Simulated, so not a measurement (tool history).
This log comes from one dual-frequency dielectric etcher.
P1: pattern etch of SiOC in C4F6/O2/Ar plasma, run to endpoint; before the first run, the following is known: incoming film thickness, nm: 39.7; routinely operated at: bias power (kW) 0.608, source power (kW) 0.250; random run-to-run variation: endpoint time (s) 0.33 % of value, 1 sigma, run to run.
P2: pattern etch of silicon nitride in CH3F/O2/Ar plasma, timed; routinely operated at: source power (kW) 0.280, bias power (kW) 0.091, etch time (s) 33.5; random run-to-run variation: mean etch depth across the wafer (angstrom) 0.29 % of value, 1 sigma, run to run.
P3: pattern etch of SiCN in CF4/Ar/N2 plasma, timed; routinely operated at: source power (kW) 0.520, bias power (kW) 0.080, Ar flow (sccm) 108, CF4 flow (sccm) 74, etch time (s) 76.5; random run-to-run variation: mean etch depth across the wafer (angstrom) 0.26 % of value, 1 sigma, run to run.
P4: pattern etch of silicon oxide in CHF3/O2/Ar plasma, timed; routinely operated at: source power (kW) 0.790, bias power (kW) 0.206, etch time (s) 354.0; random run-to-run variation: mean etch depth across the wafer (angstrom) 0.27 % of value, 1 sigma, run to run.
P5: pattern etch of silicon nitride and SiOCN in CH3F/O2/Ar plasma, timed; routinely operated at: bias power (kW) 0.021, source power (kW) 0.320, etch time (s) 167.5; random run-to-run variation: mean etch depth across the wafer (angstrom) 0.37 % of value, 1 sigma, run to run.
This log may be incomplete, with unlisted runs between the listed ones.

run,day,process that ran,bias power (kW),source power (kW),etch time (s),Ar flow (sccm),CF4 flow (sccm),hours since the last wet clean,hours since the last bias power generator calibration,hours since the last source power generator calibration,endpoint time (s),mean etch depth across the wafer (angstrom)
1,0.221,P1,0.608,0.250,,,,316.7,506.7,246.2,14.708,
2,0.488,P2,0.091,0.280,23.0,,,323.1,513.1,252.6,,146.89
3,0.762,P4,0.206,0.790,436.5,,,329.7,519.7,259.2,,9951.80
4,0.954,P1,0.387,0.250,,,,334.3,524.3,263.8,17.525,
5,1.100,P3,0.080,0.520,110.5,108,74,337.8,527.8,267.3,,1091.10
6,1.354,P2,0.091,0.280,33.5,,,343.9,533.9,273.4,,214.88
# day 1.567: bias power generator calibrated
7,1.596,P1,0.758,0.250,,,,349.7,0.7,279.2,13.582,
8,1.871,P3,0.080,0.520,76.5,74,74,356.3,7.3,285.8,,802.82
9,2.133,P4,0.163,0.790,354.0,,,362.6,13.6,292.1,,7492.90
10,2.279,P5,0.021,0.320,92.0,,,366.1,17.1,295.6,,108.63
11,2.429,P3,0.080,0.720,76.5,108,74,369.7,20.7,299.2,,1010.60
12,2.725,P3,0.099,0.520,76.5,108,74,376.8,27.8,306.3,,819.03
13,3.046,P1,0.608,0.250,,,,384.5,35.5,314.0,14.756,
14,3.238,P1,0.816,0.170,,,,389.1,40.1,318.6,15.102,
15,3.517,P1,0.608,0.250,,,,395.8,46.8,325.3,14.754,
16,3.700,P1,0.608,0.250,,,,400.2,51.2,329.7,14.730,
17,3.996,P5,0.021,0.320,167.5,,,407.3,58.3,336.8,,198.15
18,4.229,P5,0.016,0.320,167.5,,,412.9,63.9,342.4,,175.84
19,4.542,P1,0.608,0.330,,,,420.4,71.4,349.9,13.287,
20,4.862,P1,0.772,0.300,,,,428.1,79.1,357.6,12.547,
21,5.046,P3,0.080,0.520,76.5,108,74,432.5,83.5,362.0,,757.58
22,5.288,P4,0.206,1.080,354.0,,,438.3,89.3,367.8,,9122.20
23,5.608,P2,0.091,0.380,33.5,,,446.0,97.0,375.5,,239.30
24,5.746,P5,0.021,0.210,167.5,,,449.3,100.3,378.8,,172.14
25,5.925,P2,0.119,0.280,33.5,,,453.6,104.6,383.1,,238.45
26,6.129,P1,0.608,0.180,,,,458.5,109.5,388.0,16.618,
27,6.338,P2,0.091,0.280,33.5,,,463.5,114.5,393.0,,214.15
28,6.617,P1,0.734,0.320,,,,470.2,121.2,399.7,12.485,
29,6.850,P1,0.608,0.250,,,,475.8,126.8,405.3,14.743,
30,7.062,P4,0.206,0.790,354.0,,,480.9,131.9,410.4,,8100.70
31,7.267,P3,0.080,0.520,76.5,108,90,485.8,136.8,415.3,,781.40
32,7.588,P1,0.608,0.250,,,,493.5,144.5,423.0,14.835,
33,7.812,P1,0.608,0.250,,,,498.9,149.9,428.4,14.604,
34,8.067,P1,0.608,0.250,,,,505.0,156.0,434.5,14.604,
35,8.338,P1,0.608,0.250,,,,511.5,162.5,441.0,14.523,
36,8.642,P1,0.608,0.250,,,,518.8,169.8,448.3,14.519,
# day 8.867: wet clean of the chamber
37,8.875,P1,0.608,0.250,,,,0.3,175.4,453.9,14.550,
38,9.183,P1,0.608,0.250,,,,7.7,182.8,461.3,14.476,
39,9.488,P1,0.608,0.250,,,,15.0,190.1,468.6,14.539,
40,9.729,P1,0.608,0.250,,,,20.8,195.9,474.4,14.429,

What P1 gives has crept away from where it was. These 2 causes fit the log equally well, each at the size given:
A: bias power that arrives over what is set, % = 4.35
B: source power that arrives over what is set, % = 4.7
The drift started at roughly day 7.588.
Every other cause this tool's parts could produce, and why it does not fit the log:
chamber walls in a state that raises the etch rate, %: serviced at day 8.867, after the drift had started, without restoring the earlier output

4 check runs are offered, one wafer each, their results left as question marks. Which one tells the causes apart?
check 1,9.971,P4,0.206,1.030,354.0,,,,,,,?
check 2,9.971,P5,0.018,0.320,167.5,,,,,,,?
check 3,9.971,P3,0.080,0.680,76.5,108,74,,,,,?
check 4,9.971,P2,0.106,0.370,33.5,,,,,,,?

Predicted outcomes, by check and by cause:
check,result,if A,if B
check 1,mean etch depth across the wafer (angstrom),9077.60,9108.60
check 2,mean etch depth across the wafer (angstrom),188.92,188.47
check 3,mean etch depth across the wafer (angstrom),972.58,997.82
check 4,mean etch depth across the wafer (angstrom),255.84,256.12
Per-check spread between the two closest causes, in the result where they differ most: check 1 0.34 %; check 2 0.24 %; check 3 2.56 %; check 4 0.11 %
Of the check runs offered, only check 3 discriminates between the causes; the rest would read about the same regardless of which cause applies.

Running check 3 produced the following: mean etch depth across the wafer (angstrom) 972.40. Which one of the listed causes fits?

Of the candidate causes, it is A: bias power that arrives over what is set, %.
